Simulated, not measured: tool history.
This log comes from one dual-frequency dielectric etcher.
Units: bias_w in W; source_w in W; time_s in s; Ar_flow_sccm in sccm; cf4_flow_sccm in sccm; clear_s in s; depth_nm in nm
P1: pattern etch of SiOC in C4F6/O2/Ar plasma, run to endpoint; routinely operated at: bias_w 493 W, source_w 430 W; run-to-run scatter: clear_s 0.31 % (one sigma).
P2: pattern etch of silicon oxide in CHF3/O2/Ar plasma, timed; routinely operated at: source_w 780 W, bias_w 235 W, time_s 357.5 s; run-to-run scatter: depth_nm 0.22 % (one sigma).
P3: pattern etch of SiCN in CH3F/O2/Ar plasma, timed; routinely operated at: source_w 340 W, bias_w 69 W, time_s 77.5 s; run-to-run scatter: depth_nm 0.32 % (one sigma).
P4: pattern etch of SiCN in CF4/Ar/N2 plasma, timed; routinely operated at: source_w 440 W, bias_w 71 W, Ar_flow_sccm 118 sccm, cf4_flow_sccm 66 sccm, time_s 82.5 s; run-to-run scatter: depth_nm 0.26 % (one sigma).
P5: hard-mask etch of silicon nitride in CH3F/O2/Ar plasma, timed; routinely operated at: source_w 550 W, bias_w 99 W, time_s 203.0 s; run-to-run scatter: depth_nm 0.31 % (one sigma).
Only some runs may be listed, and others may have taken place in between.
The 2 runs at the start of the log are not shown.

| run | hour | process | bias_w | source_w | time_s | Ar_flow_sccm | cf4_flow_sccm | clear_s | depth_nm |
|---|---|---|---|---|---|---|---|---|---|
| 3 | 13.3 | P1 | 493 | 430 |  |  |  | 16.851 |  |
| 4 | 16.7 | P5 | 99 | 550 | 132.0 |  |  |  | 116.690 |
|  | 19.0 | wet clean of the chamber |
| 5 | 20.6 | P4 | 71 | 440 | 103.5 | 118 | 66 |  | 81.779 |
| 6 | 25.7 | P2 | 235 | 780 | 501.0 |  |  |  | 1202.900 |
| 7 | 29.8 | P4 | 88 | 440 | 82.5 | 118 | 66 |  | 70.494 |
| 8 | 35.0 | P1 | 307 | 550 |  |  |  | 18.222 |  |
| 9 | 41.5 | P4 | 71 | 590 | 82.5 | 118 | 66 |  | 84.275 |
| 10 | 48.5 | P5 | 129 | 550 | 203.0 |  |  |  | 196.760 |
| 11 | 55.2 | P1 | 493 | 430 |  |  |  | 16.870 |  |
| 12 | 62.5 | P1 | 493 | 430 |  |  |  | 16.982 |  |
|  | 62.9 | source power generator calibrated |
| 13 | 65.9 | P4 | 71 | 440 | 82.5 | 75 | 66 |  | 69.454 |
| 14 | 69.8 | P1 | 493 | 520 |  |  |  | 15.780 |  |
| 15 | 74.5 | P1 | 493 | 250 |  |  |  | 20.685 |  |
| 16 | 80.6 | P1 | 386 | 500 |  |  |  | 17.401 |  |
| 17 | 87.9 | P2 | 235 | 980 | 357.5 |  |  |  | 933.760 |
| 18 | 93.6 | P4 | 71 | 440 | 82.5 | 118 | 66 |  | 65.042 |
| 19 | 99.5 | P1 | 493 | 430 |  |  |  | 16.910 |  |
| 20 | 102.7 | P3 | 69 | 460 | 77.5 |  |  |  | 30.780 |

Estimate the outcome of run 21 from the log above:
| 21 | 107.0 | P1 | 604 | 430 |  |  |  | ? |  |

clear_s: 15.696 s

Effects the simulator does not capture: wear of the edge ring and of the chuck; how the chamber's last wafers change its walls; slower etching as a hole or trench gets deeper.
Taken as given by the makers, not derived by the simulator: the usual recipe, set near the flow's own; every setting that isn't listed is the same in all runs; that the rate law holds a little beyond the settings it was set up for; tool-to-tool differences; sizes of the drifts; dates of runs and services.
